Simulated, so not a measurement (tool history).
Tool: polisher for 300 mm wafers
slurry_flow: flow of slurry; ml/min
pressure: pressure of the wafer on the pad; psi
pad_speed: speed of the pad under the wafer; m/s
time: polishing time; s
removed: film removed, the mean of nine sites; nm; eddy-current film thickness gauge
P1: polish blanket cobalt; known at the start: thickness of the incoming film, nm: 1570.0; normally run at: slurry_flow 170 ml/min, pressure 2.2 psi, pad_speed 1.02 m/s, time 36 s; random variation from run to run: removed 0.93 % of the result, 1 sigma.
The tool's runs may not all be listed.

run   hour  slurry_flow  pressure  pad_speed  time  removed
  1   15.7          170       2.2       1.02    36   162.23
  2   29.8          170       2.2       1.02    57   255.95
  3     39          170       2.2       1.02    36   162.75
      44.3  -- slurry nozzle cleaned
  4   55.8          100       2.2       1.02    36    147.8
  5   71.7          170       3.4       1.02    36   253.04
  6   88.1          170       2.2        0.5    36   79.705
  7   95.7          215       2.2       1.02    19   89.568
     101.7  -- worn pad replaced by a new one
  8  106.1          170       1.3       1.44    36   135.32
  9  115.9          170       2.2       1.46    36    233.2
 10  124.9          170       2.2       1.02    36   163.87
 11  136.2          170       1.4       1.02    36   101.56
 12  144.5          235       2.2       1.02    36   170.89
 13  161.7          170       2.2       1.02    25   111.89
 14    172          170       2.2       1.02    36   166.07
 15  182.6          170       2.2       1.02    36   163.51
 16  199.4          170       2.2       1.02    36   155.14
 17  212.4          170       2.2       1.02    36   154.26
 18    228          170       2.2       1.02    36   149.93
     235.8  -- worn pad replaced by a new one
 19  236.1          170       2.2       1.02    36   149.26
 20  252.6          170       2.2       1.02    36    146.5
 21  262.1          170       2.2       1.02    36   149.69
 22  276.6          170       2.2       1.02    36   147.99
 23  286.7          170       2.2       1.02    36   148.57
 24  303.9          170       2.2       1.02    36   147.36

What P1 gives has crept away from where it was. These 2 causes fit the log equally well, each at the size given:
A: slurry flow missing at the pad, % = 39.5
B: head's pressure below its setpoint, % = 9.39
The creep began at about hour 182.6.
Why every other cause is out:
removal rate lost through wear of the pad, %: serviced at hour 235.8, which brought nothing back

4 check runs are offered, each on 2 wafers whose results are averaged, their results left as question marks. Which one tells the causes apart?
check 1  321.1          100       2.2       1.32    36        ?
check 2  321.1          170       3.4        0.5    36        ?
check 3  321.1          170       2.9        0.5    36        ?
check 4  321.1          170         3       1.02    36        ?

What each check would give under each cause:
  check   result    if A    if B
check 1  removed  162.64  172.42
check 2  removed  112.17  112.17
check 3  removed  95.675  95.678
check 4  removed  201.91  201.91
How far apart the two closest causes lie, in the result that separates them most: check 1 5.84 %; check 2 0 %; check 3 0 %; check 4 0 %
Check 1 tells the causes apart: in the others they would give nearly the same result.

Then check 1 was run and gave: removed 173.14 nm. Which cause is it?

It is B: head's pressure below its setpoint, %.
